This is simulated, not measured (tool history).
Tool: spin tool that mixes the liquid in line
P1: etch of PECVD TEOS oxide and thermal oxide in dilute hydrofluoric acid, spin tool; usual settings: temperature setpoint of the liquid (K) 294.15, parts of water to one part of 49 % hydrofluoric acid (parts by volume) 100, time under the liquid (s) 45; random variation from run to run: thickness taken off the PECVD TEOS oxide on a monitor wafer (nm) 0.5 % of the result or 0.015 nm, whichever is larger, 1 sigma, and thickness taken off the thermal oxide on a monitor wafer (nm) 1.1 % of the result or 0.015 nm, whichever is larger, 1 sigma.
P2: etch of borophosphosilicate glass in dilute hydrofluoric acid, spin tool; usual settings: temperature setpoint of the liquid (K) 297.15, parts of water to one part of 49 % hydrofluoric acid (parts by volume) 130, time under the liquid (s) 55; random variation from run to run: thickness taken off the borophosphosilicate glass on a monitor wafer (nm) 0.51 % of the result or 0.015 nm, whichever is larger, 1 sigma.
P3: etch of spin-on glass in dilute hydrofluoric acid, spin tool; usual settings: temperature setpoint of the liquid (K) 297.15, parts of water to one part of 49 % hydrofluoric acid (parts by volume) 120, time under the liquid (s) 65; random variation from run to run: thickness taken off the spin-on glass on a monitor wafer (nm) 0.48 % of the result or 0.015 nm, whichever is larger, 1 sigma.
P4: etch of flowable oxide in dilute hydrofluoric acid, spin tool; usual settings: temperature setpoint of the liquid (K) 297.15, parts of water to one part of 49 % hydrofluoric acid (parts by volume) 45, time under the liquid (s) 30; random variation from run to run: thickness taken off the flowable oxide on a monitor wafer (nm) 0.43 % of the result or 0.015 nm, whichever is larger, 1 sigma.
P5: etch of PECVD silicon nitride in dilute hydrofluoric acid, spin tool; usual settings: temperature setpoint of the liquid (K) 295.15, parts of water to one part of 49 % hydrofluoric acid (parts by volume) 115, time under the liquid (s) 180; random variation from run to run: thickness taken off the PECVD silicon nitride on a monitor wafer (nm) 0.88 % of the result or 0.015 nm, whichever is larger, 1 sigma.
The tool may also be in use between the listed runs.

run   hour  process that ran  temperature setpoint of the liquid (K)  parts of water to one part of 49 % hydrofluoric acid (parts by volume)  time under the liquid (s)  hours since the thermometer was replaced  hours since the hydrofluoric acid flow meter was replaced  thickness taken off the PECVD TEOS oxide on a monitor wafer (nm)  thickness taken off the thermal oxide on a monitor wafer (nm)  thickness taken off the borophosphosilicate glass on a monitor wafer (nm)  thickness taken off the flowable oxide on a monitor wafer (nm)  thickness taken off the spin-on glass on a monitor wafer (nm)  thickness taken off the PECVD silicon nitride on a monitor wafer (nm)
  1    5.3                P1                                  294.15                                                                     100                         45                                     263.4                                                      644.3                                                            5.2603                                                         1.8441
  2    8.9                P2                                  297.15                                                                     235                         55                                       267                                                      647.9                                                                                                                                                                                                       13.47
  3   12.5                P1                                  302.15                                                                     100                         45                                     270.6                                                      651.5                                                            7.2851                                                         2.5706
  4   15.4                P4                                  293.65                                                                      45                         30                                     273.5                                                      654.4                                                                                                                                                                                                                                                                      19.307
  5   20.5                P1                                  294.15                                                                     100                         45                                     278.6                                                      659.5                                                             5.333                                                         1.9058
  6   23.8                P2                                  290.15                                                                     130                         55                                     281.9                                                      662.8                                                                                                                                                                                                      20.654
  7   26.3                P3                                  297.15                                                                     120                        100                                     284.4                                                      665.3                                                                                                                                                                                                                                                                                                                                     24.647
  8   28.9                P1                                  294.15                                                                      35                         45                                       287                                                      667.9                                                            16.341                                                         5.8344
  9   32.6                P3                                  297.15                                                                     120                         65                                     290.7                                                      671.6                                                                                                                                                                                                                                                                                                                                     16.015
 10     38                P4                                  297.15                                                                      20                         30                                     296.1                                                        677                                                                                                                                                                                                                                                                      52.569
 11   42.2                P1                                  294.15                                                                     160                         45                                     300.3                                                      681.2                                                            3.1002                                                         1.0759
 12   45.7                P1                                  294.15                                                                     100                         45                                     303.8                                                      684.7                                                            5.2854                                                         1.8827
 13   48.7                P4                                  297.15                                                                      45                         45                                     306.8                                                      687.7                                                                                                                                                                                                                                                                      33.444
 14   51.4                P3                                  297.15                                                                      40                         65                                     309.5                                                      690.4                                                                                                                                                                                                                                                                                                                                     53.714
 15   55.6                P5                                  295.15                                                                     115                        180                                     313.7                                                      694.6                                                                                                                                                                                                                                                                                                                                                                                                            3.0299
 16   59.8                P2                                  297.15                                                                     130                         90                                     317.9                                                      698.8                                                                                                                                                                                                      44.781
 17   62.5                P2                                  297.15                                                                     130                         55                                     320.6                                                      701.5                                                                                                                                                                                                      27.281
 18     67                P1                                  294.15                                                                     100                         80                                     325.1                                                        706                                                            9.4282                                                         3.2996
 19   70.4                P1                                  294.15                                                                     100                         45                                     328.5                                                      709.4                                                            5.3174                                                         1.8231
 20   73.7                P5                                  295.15                                                                      45                        180                                     331.8                                                      712.7                                                                                                                                                                                                                                                                                                                                                                                                            7.7924
 21   76.2                P1                                  294.15                                                                     100                         45                                     334.3                                                      715.2                                                            5.2747                                                          1.921
 22   79.3                P1                                  294.15                                                                     100                         45                                     337.4                                                      718.3                                                            5.2995                                                         1.8987
 23   82.2                P5                                  295.15                                                                     115                         65                                     340.3                                                      721.2                                                                                                                                                                                                                                                                                                                                                                                                            1.1153
 24   84.6                P1                                  290.15                                                                      35                         45                                     342.7                                                      723.6                                                            13.787                                                         4.9339
 25   88.8                P1                                  290.15                                                                     100                         75                                     346.9                                                      727.8                                                             7.491                                                         2.6267
 26   91.7                P1                                  294.15                                                                     100                         15                                     349.8                                                      730.7                                                            1.7798                                                        0.63527
 27   96.4                P5                                  301.65                                                                     115                        180                                     354.5                                                      735.4                                                                                                                                                                                                                                                                                                                                                                                                            4.6801
 28  100.4                P1                                  294.15                                                                     100                         45                                     358.5                                                      739.4                                                            5.2604                                                         1.8907
 29  104.5                P1                                  294.15                                                                      55                         15                                     362.6                                                      743.5                                                            3.4052                                                         1.1953
 30    108                P1                                  290.15                                                                     100                         45                                     366.1                                                        747                                                            4.5485                                                         1.5771
 31  111.2                P3                                  302.65                                                                     120                         65                                     369.3                                                      750.2                                                                                                                                                                                                                                                                                                                                      19.85
 32  115.8                P4                                  297.15                                                                      45                         30                                     373.9                                                      754.8                                                                                                                                                                                                                                                                      22.658
 33  118.4                P1                                  294.15                                                                     100                         45                                     376.5                                                      757.4                                                              5.31                                                         1.8507
 34  122.9                P1                                  294.15                                                                     100                         45                                       381                                                      761.9                                                            5.4136                                                         1.9152
 35  128.3                P1                                  294.15                                                                     100                         45                                     386.4                                                      767.3                                                            5.4837                                                         2.0001
 36  132.3                P1                                  294.15                                                                     100                         45                                     390.4                                                      771.3                                                            5.5264                                                         1.9813
 37  135.1                P1                                  294.15                                                                     100                         45                                     393.2                                                      774.1                                                            5.5666                                                         1.9939
 38  139.1                P1                                  294.15                                                                     100                         45                                     397.2                                                      778.1                                                             5.544                                                         2.0129
 39  143.5                P1                                  294.15                                                                     100                         45                                     401.6                                                      782.5                                                            5.6408                                                         1.9698
 40  146.9                P1                                  294.15                                                                     100                         45                                       405                                                      785.9                                                            5.6249                                                         1.9582
 41  151.9                P1                                  294.15                                                                     100                         45                                       410                                                      790.9                                                            5.6297                                                          2.051
 42    155                P1                                  294.15                                                                     100                         45                                     413.1                                                        794                                                            5.6296                                                         2.0071
 43  159.4                P1                                  294.15                                                                     100                         45                                     417.5                                                      798.4                                                            5.6106                                                         2.0009

What P1 gives has crept away from where it was. These 2 causes fit the log equally well, each at the size given:
A: liquid hotter than its thermometer reads (K) = 1.51
B: hydrofluoric acid flow above the setpoint (%) = 5.61
The creep began at about hour 118.4.

4 check runs are offered, each on 3 wafers whose results are averaged, their results left as question marks. Which one tells the causes apart?
check 1  163.8                P2                                  297.15                                                                     130                         55                                                                                                                                                                                                                                                                                                                ?
check 2  163.8                P5                                  295.15                                                                     115                        180                                                                                                                                                                                                                                                                                                                                                                                                                                                                                                                      ?
check 3  163.8                P3                                  297.15                                                                     120                         65                                                                                                                                                                                                                                                                                                                                                                                                                                               ?
check 4  163.8                P4                                  297.15                                                                      45                         30                                                                                                                                                                                                                                                                                                                                                                                ?

What each check would give under each cause:
  check                                                                     result    if A    if B
check 1  thickness taken off the borophosphosilicate glass on a monitor wafer (nm)    28.9  29.035
check 2      thickness taken off the PECVD silicon nitride on a monitor wafer (nm)  3.3565  3.2046
check 3              thickness taken off the spin-on glass on a monitor wafer (nm)  17.048   17.11
check 4             thickness taken off the flowable oxide on a monitor wafer (nm)  23.945  23.843
How far apart the two closest causes lie, in the result that separates them most: check 1 0.47 %; check 2 4.63 %; check 3 0.36 %; check 4 0.43 %
Only check 2 tells the causes apart: in the others they would give nearly the same result.

Then check 2 was run and gave: thickness taken off the PECVD silicon nitride on a monitor wafer (nm) 3.2007. Which cause is it?

It is B: hydrofluoric acid flow above the setpoint (%).
